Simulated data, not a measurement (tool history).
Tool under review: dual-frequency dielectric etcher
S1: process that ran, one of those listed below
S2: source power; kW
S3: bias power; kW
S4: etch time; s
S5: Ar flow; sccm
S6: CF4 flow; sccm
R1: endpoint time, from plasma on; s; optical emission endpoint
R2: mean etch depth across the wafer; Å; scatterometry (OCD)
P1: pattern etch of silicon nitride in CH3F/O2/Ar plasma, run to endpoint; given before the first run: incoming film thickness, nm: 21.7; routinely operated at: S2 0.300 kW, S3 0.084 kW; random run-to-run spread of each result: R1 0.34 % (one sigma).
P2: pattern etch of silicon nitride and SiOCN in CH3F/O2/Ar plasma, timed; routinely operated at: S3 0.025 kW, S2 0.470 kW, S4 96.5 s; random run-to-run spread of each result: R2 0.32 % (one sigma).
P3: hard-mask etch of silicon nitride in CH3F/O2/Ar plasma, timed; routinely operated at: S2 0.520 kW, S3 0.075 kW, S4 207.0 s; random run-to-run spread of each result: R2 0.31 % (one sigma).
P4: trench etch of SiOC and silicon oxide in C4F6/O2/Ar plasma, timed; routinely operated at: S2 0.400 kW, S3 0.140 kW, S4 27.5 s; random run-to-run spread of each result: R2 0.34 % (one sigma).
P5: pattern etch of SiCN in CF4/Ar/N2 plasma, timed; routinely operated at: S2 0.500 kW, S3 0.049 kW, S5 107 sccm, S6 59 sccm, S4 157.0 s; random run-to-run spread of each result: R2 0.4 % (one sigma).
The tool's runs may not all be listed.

{"run": 1, "hour": 4.4, "S1": "P1", "S2": 0.3, "S3": 0.084, "R1": 33.57}
{"run": 2, "hour": 9.9, "S1": "P4", "S2": 0.4, "S3": 0.194, "S4": 27.5, "R2": 574.54}
{"run": 3, "hour": 13.7, "S1": "P4", "S2": 0.4, "S3": 0.14, "S4": 33.5, "R2": 639.74}
{"run": 4, "hour": 20.2, "S1": "P1", "S2": 0.3, "S3": 0.084, "R1": 33.396}
{"run": 5, "hour": 28.8, "S1": "P5", "S2": 0.5, "S3": 0.049, "S4": 157.0, "S5": 107, "S6": 59, "R2": 1223.9}
{"run": 6, "hour": 36.7, "S1": "P3", "S2": 0.52, "S3": 0.075, "S4": 290.0, "R2": 2229.1}
{"run": 7, "hour": 41.7, "S1": "P1", "S2": 0.23, "S3": 0.114, "R1": 32.951}
{"run": 8, "hour": 48.9, "S1": "P3", "S2": 0.52, "S3": 0.075, "S4": 207.0, "R2": 1581.4}
{"run": 9, "hour": 54.7, "S1": "P2", "S2": 0.47, "S3": 0.02, "S4": 96.5, "R2": 132.08}
{"run": 10, "hour": 59.2, "S1": "P5", "S2": 0.5, "S3": 0.049, "S4": 157.0, "S5": 107, "S6": 70, "R2": 1267.9}
{"run": 11, "hour": 65.6, "S1": "P5", "S2": 0.5, "S3": 0.049, "S4": 86.5, "S5": 107, "S6": 59, "R2": 678.51}
{"run": 12, "hour": 74.4, "S1": "P1", "S2": 0.3, "S3": 0.064, "R1": 36.958}
{"run": 13, "hour": 82.2, "S1": "P4", "S2": 0.4, "S3": 0.14, "S4": 27.5, "R2": 522.51}
{"run": 14, "hour": 90.3, "S1": "P1", "S2": 0.3, "S3": 0.084, "R1": 33.596}
{"run": 15, "hour": 94.1, "S1": "P2", "S2": 0.47, "S3": 0.025, "S4": 96.5, "R2": 145.6}
{"run": 16, "hour": 98.8, "S1": "P3", "S2": 0.52, "S3": 0.045, "S4": 207.0, "R2": 1350.4}
{"run": 17, "hour": 104.9, "S1": "P5", "S2": 0.5, "S3": 0.049, "S4": 157.0, "S5": 135, "S6": 59, "R2": 1175.8}
{"run": 18, "hour": 111.0, "S1": "P1", "S2": 0.22, "S3": 0.084, "R1": 37.609}
{"run": 19, "hour": 118.3, "S1": "P5", "S2": 0.68, "S3": 0.049, "S4": 157.0, "S5": 107, "S6": 59, "R2": 1622.8}
{"run": 20, "hour": 122.2, "S1": "P1", "S2": 0.42, "S3": 0.084, "R1": 29.49}
{"run": 21, "hour": 128.5, "S1": "P5", "S2": 0.5, "S3": 0.061, "S4": 157.0, "S5": 107, "S6": 59, "R2": 1320.2}
{"run": 22, "hour": 136.0, "S1": "P4", "S2": 0.26, "S3": 0.14, "S4": 27.5, "R2": 442.97}
{"run": 23, "hour": 141.0, "S1": "P3", "S2": 0.65, "S3": 0.075, "S4": 207.0, "R2": 1734.3}
{"run": 24, "hour": 146.9, "S1": "P1", "S2": 0.3, "S3": 0.084, "R1": 33.473}
{"run": 25, "hour": 154.5, "S1": "P2", "S2": 0.47, "S3": 0.025, "S4": 72.0, "R2": 108.27}
{"run": 26, "hour": 162.7, "S1": "P1", "S2": 0.3, "S3": 0.118, "R1": 29.562}
{"run": 27, "hour": 168.8, "S1": "P2", "S2": 0.62, "S3": 0.025, "S4": 96.5, "R2": 159.81}
{"run": 28, "hour": 176.7, "S1": "P1", "S2": 0.3, "S3": 0.084, "R1": 33.604}
{"run": 29, "hour": 180.7, "S1": "P1", "S2": 0.3, "S3": 0.084, "R1": 33.466}
{"run": 30, "hour": 189.5, "S1": "P1", "S2": 0.3, "S3": 0.084, "R1": 32.98}
{"run": 31, "hour": 194.7, "S1": "P1", "S2": 0.3, "S3": 0.084, "R1": 32.815}
{"run": 32, "hour": 201.9, "S1": "P1", "S2": 0.3, "S3": 0.084, "R1": 33.007}
{"hour": 208.5, "done": "wet clean of the chamber"}
{"run": 33, "hour": 208.5, "S1": "P1", "S2": 0.3, "S3": 0.084, "R1": 33.12}
{"run": 34, "hour": 217.0, "S1": "P1", "S2": 0.3, "S3": 0.084, "R1": 32.963}
{"run": 35, "hour": 225.2, "S1": "P1", "S2": 0.3, "S3": 0.084, "R1": 32.983}
{"run": 36, "hour": 233.6, "S1": "P1", "S2": 0.3, "S3": 0.084, "R1": 33.043}
{"run": 37, "hour": 237.5, "S1": "P1", "S2": 0.3, "S3": 0.084, "R1": 32.948}

P1 has crept away from where it was. The log is fitted equally well by each of these 2 causes, at the sizes shown:
A: bias power that arrives over what is set, % = 4.75
B: source power that arrives over what is set, % = 4.62
Onset of the creep was near hour 180.7.
Each remaining cause and why it is not a fit:
chamber walls in a state that raises the etch rate, %: its service at hour 208.5 followed the start of the drift and did not put the process back to its old value

Of the 4 check runs below, each run on 2 wafers with the results averaged and each result still a question mark, which one would tell the listed causes apart?
{"run": "check 1", "hour": 241.4, "S1": "P2", "S2": 0.47, "S3": 0.025, "S4": 96.5, "R2": "?"}
{"run": "check 2", "hour": 241.4, "S1": "P3", "S2": 0.52, "S3": 0.075, "S4": 207.0, "R2": "?"}
{"run": "check 3", "hour": 241.4, "S1": "P5", "S2": 0.5, "S3": 0.049, "S4": 157.0, "S5": 107, "S6": 59, "R2": "?"}
{"run": "check 4", "hour": 241.4, "S1": "P4", "S2": 0.4, "S3": 0.14, "S4": 27.5, "R2": "?"}

Outcome of each check run for each possible cause:
check=check_1 result=R2 if_A=148.73 if_B=147.92
check=check_2 result=R2 if_A=1613.50 if_B=1615.70
check=check_3 result=R2 if_A=1251.10 if_B=1282.30
check=check_4 result=R2 if_A=530.45 if_B=532.53
Gap, in per cent, between the two causes that each check separates least, read from the result that separates them most: check 1 0.54 %; check 2 0.14 %; check 3 2.46 %; check 4 0.39 %
Check 3 tells the causes apart: in the others they would give nearly the same result.

Here is what check 3 returned: R2 1279.60 Å. Which cause is it?

Of the candidate causes, it is B: source power that arrives over what is set, %.
